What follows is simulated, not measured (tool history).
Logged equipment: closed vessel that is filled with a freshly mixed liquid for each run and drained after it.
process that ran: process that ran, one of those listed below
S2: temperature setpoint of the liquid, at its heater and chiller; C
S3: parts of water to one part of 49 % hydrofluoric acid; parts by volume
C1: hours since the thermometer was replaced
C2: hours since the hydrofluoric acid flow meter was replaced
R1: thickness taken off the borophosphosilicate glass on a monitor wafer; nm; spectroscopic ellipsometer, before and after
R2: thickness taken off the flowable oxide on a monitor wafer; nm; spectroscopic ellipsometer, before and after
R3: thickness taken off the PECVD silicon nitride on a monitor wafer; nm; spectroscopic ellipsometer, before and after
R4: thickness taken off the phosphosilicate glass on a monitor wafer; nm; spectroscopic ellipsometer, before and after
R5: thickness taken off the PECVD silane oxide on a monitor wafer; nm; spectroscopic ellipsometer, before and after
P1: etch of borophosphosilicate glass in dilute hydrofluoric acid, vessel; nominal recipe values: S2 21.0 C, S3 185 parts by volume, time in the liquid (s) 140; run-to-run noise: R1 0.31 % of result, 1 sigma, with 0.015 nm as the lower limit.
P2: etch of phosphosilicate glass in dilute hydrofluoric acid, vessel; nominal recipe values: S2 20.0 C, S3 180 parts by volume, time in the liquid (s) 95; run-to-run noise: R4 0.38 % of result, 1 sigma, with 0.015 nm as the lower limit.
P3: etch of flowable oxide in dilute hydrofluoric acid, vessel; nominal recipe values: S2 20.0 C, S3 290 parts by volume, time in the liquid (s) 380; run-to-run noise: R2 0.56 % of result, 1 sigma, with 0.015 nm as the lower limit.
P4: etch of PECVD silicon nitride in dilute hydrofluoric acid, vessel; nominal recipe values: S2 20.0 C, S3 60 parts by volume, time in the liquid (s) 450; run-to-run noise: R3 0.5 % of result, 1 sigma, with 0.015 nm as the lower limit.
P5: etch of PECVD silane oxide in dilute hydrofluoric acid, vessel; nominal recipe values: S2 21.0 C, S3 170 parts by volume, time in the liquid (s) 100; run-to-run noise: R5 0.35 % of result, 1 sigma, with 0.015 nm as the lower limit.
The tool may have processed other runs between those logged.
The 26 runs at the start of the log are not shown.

run 27 hour=215.2 | process_that_ran=P5 S2=17.0 S3=170 time_in_the_liquid_(s)=100 | C1=2073.2 C2=844.0 | R5=9.2680
run 28 hour=225.9 | process_that_ran=P2 S2=20.0 S3=105 time_in_the_liquid_(s)=95 | C1=2083.9 C2=854.7 | R4=69.877
run 29 hour=234.4 | process_that_ran=P4 S2=20.0 S3=20 time_in_the_liquid_(s)=450 | C1=2092.4 C2=863.2 | R3=67.2160
run 30 hour=244.5 | process_that_ran=P4 S2=20.0 S3=60 time_in_the_liquid_(s)=450 | C1=2102.5 C2=873.3 | R3=23.6080
run 31 hour=254.5 | process_that_ran=P1 S2=21.0 S3=185 time_in_the_liquid_(s)=140 | C1=2112.5 C2=883.3 | R1=33.983
run 32 hour=259.7 | process_that_ran=P5 S2=21.0 S3=170 time_in_the_liquid_(s)=195 | C1=2117.7 C2=888.5 | R5=21.1130
run 33 hour=269.5 | process_that_ran=P5 S2=21.0 S3=170 time_in_the_liquid_(s)=100 | C1=2127.5 C2=898.3 | R5=10.8500
run 34 hour=275.3 | process_that_ran=P1 S2=21.0 S3=185 time_in_the_liquid_(s)=140 | C1=2133.3 C2=904.1 | R1=33.914
run 35 hour=284.6 | process_that_ran=P1 S2=21.0 S3=185 time_in_the_liquid_(s)=140 | C1=2142.6 C2=913.4 | R1=33.101
run 36 hour=292.8 | process_that_ran=P1 S2=21.0 S3=185 time_in_the_liquid_(s)=140 | C1=2150.8 C2=921.6 | R1=32.403
run 37 hour=300.2 | process_that_ran=P1 S2=21.0 S3=185 time_in_the_liquid_(s)=140 | C1=2158.2 C2=929.0 | R1=32.395
run 38 hour=308.0 | process_that_ran=P1 S2=21.0 S3=185 time_in_the_liquid_(s)=140 | C1=2166.0 C2=936.8 | R1=32.057
run 39 hour=316.5 | process_that_ran=P1 S2=21.0 S3=185 time_in_the_liquid_(s)=140 | C1=2174.5 C2=945.3 | R1=31.788
run 40 hour=326.1 | process_that_ran=P1 S2=21.0 S3=185 time_in_the_liquid_(s)=140 | C1=2184.1 C2=954.9 | R1=31.696

What will run 41 give?
run 41 hour=333.5 | process_that_ran=P1 S2=21.0 S3=185 time_in_the_liquid_(s)=140 | C1=2191.5 C2=962.3 | R1=?

Run 41 measured R1 31.734 nm.

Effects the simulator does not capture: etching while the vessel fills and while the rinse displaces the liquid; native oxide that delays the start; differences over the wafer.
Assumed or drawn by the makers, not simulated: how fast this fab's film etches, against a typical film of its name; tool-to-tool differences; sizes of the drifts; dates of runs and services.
